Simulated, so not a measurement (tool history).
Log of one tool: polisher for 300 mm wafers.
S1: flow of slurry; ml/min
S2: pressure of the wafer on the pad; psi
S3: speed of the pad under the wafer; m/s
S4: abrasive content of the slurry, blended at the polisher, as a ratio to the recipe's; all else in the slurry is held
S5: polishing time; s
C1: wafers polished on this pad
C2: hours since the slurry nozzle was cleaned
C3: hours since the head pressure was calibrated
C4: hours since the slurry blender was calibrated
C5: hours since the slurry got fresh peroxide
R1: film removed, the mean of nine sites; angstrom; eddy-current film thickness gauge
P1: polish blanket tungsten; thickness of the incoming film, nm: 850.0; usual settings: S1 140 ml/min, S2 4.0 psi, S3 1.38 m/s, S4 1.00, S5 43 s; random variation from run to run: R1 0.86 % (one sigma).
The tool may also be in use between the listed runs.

| run | hour | S1 | S2 | S3 | S4 | S5 | C1 | C2 | C3 | C4 | C5 | R1 |
|---|---|---|---|---|---|---|---|---|---|---|---|---|
| 1 | 7.5 | 140 | 4.0 | 1.38 | 1.00 | 43 | 344 | 110.8 | 883.4 | 322.9 | 41.7 | 3175.3 |
| 2 | 18.7 | 140 | 4.0 | 2.10 | 1.00 | 43 | 467 | 122.0 | 894.6 | 334.1 | 52.9 | 4787.9 |
| 3 | 33.4 | 140 | 4.0 | 1.38 | 1.30 | 43 | 628 | 136.7 | 909.3 | 348.8 | 67.6 | 3346.3 |
| 4 | 43.2 | 140 | 4.0 | 1.38 | 1.00 | 43 | 736 | 146.5 | 919.1 | 358.6 | 77.4 | 3166.7 |
| 5 | 56.6 | 85 | 4.0 | 1.38 | 1.00 | 43 | 883 | 159.9 | 932.5 | 372.0 | 90.8 | 2804.2 |
| 6 | 71.5 | 140 | 1.9 | 1.38 | 1.00 | 43 | 1046 | 174.8 | 947.4 | 386.9 | 105.7 | 1464.4 |
| 7 | 85.3 | 140 | 4.0 | 1.38 | 1.00 | 22 | 1197 | 188.6 | 961.2 | 400.7 | 119.5 | 1613.6 |
| 8 | 92.6 | 180 | 4.0 | 1.38 | 0.75 | 43 | 1277 | 195.9 | 968.5 | 408.0 | 126.8 | 3062.4 |
| 9 | 101.5 | 140 | 4.0 | 1.38 | 1.00 | 68 | 1375 | 204.8 | 977.4 | 416.9 | 135.7 | 5063.4 |
| 10 | 110.7 | 220 | 4.0 | 1.38 | 1.00 | 43 | 1476 | 214.0 | 986.6 | 426.1 | 144.9 | 3378.0 |
| 11 | 122.7 | 140 | 4.0 | 0.66 | 1.00 | 43 | 1607 | 226.0 | 998.6 | 438.1 | 156.9 | 1507.8 |
|  | 132.8 | slurry nozzle cleaned |
| 12 | 134.9 | 140 | 4.0 | 1.38 | 1.00 | 43 | 1741 | 2.2 | 1010.8 | 450.3 | 169.1 | 3160.7 |
| 13 | 142.5 | 140 | 4.0 | 1.38 | 1.00 | 43 | 1824 | 9.8 | 1018.4 | 457.9 | 176.7 | 3137.0 |
| 14 | 149.9 | 140 | 4.0 | 1.38 | 1.00 | 43 | 1905 | 17.2 | 1025.8 | 465.3 | 184.1 | 3150.3 |
| 15 | 162.6 | 140 | 4.0 | 1.38 | 0.70 | 43 | 2044 | 29.9 | 1038.5 | 478.0 | 196.8 | 2945.0 |
| 16 | 172.0 | 140 | 4.0 | 1.38 | 1.00 | 43 | 2148 | 39.3 | 1047.9 | 487.4 | 206.2 | 3118.5 |
| 17 | 184.9 | 140 | 1.9 | 1.90 | 1.00 | 43 | 2289 | 52.2 | 1060.8 | 500.3 | 219.1 | 2055.2 |
| 18 | 191.6 | 140 | 5.9 | 1.38 | 1.00 | 43 | 2362 | 58.9 | 1067.5 | 507.0 | 225.8 | 4662.1 |

Forecast run 19:
| 19 | 198.7 | 140 | 4.0 | 1.38 | 1.00 | 43 | 2440 | 66.0 | 1074.6 | 514.1 | 232.9 | ? |

{"run 19": {"R1": 3127.8}}
